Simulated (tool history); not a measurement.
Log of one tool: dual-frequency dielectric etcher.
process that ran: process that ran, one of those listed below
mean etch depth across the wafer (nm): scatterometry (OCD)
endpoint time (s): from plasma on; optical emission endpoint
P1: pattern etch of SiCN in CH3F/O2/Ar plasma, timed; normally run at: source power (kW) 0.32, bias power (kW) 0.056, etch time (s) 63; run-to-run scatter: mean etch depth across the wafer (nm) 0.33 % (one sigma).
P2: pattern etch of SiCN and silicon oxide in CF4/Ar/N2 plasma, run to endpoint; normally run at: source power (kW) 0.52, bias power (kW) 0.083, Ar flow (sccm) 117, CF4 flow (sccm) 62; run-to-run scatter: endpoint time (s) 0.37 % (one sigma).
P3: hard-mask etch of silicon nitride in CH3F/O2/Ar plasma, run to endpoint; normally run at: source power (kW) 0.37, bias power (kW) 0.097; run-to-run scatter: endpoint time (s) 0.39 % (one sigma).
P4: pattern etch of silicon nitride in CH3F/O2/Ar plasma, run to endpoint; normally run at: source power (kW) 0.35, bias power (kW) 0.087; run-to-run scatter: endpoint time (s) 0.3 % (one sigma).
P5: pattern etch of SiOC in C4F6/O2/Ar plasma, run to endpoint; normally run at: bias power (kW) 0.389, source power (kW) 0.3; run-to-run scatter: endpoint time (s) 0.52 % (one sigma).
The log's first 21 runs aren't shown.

| run | hour | process that ran | source power (kW) | bias power (kW) | etch time (s) | Ar flow (sccm) | CF4 flow (sccm) | mean etch depth across the wafer (nm) | endpoint time (s) |
|---|---|---|---|---|---|---|---|---|---|
| 22 | 85.3 | P1 | 0.32 | 0.056 | 63 |  |  | 19.885 |  |
| 23 | 89.5 | P2 | 0.52 | 0.053 |  | 117 | 62 |  | 15.145 |
| 24 | 93.1 | P1 | 0.32 | 0.037 | 63 |  |  | 17.497 |  |
| 25 | 97.2 | P1 | 0.26 | 0.075 | 63 |  |  | 20.339 |  |
| 26 | 101.7 | P2 | 0.52 | 0.083 |  | 117 | 62 |  | 13.054 |
| 27 | 107.2 | P2 | 0.52 | 0.083 |  | 117 | 62 |  | 13.049 |
| 28 | 111.6 | P1 | 0.32 | 0.056 | 63 |  |  | 19.907 |  |
| 29 | 114.4 | P3 | 0.37 | 0.097 |  |  |  |  | 42.219 |
| 30 | 118.8 | P4 | 0.35 | 0.087 |  |  |  |  | 48.576 |
| 31 | 122.5 | P2 | 0.52 | 0.083 |  | 117 | 38 |  | 13.954 |
| 32 | 125.1 | P1 | 0.32 | 0.076 | 63 |  |  | 22.256 |  |
| 33 | 129.3 | P1 | 0.32 | 0.056 | 63 |  |  | 19.781 |  |
| 34 | 134 | P1 | 0.32 | 0.056 | 63 |  |  | 19.697 |  |
| 35 | 137.5 | P1 | 0.32 | 0.056 | 63 |  |  | 19.684 |  |
| 36 | 142.9 | P1 | 0.32 | 0.056 | 63 |  |  | 19.627 |  |
| 37 | 148.1 | P1 | 0.32 | 0.056 | 63 |  |  | 19.519 |  |
| 38 | 150.6 | P1 | 0.32 | 0.056 | 63 |  |  | 19.572 |  |

Forecast run 39:
|  | 153.5 | wet clean of the chamber |
| 39 | 154 | P1 | 0.32 | 0.056 | 63 |  |  | ? |  |

{"run 39": {"mean etch depth across the wafer (nm)": 19.552}}

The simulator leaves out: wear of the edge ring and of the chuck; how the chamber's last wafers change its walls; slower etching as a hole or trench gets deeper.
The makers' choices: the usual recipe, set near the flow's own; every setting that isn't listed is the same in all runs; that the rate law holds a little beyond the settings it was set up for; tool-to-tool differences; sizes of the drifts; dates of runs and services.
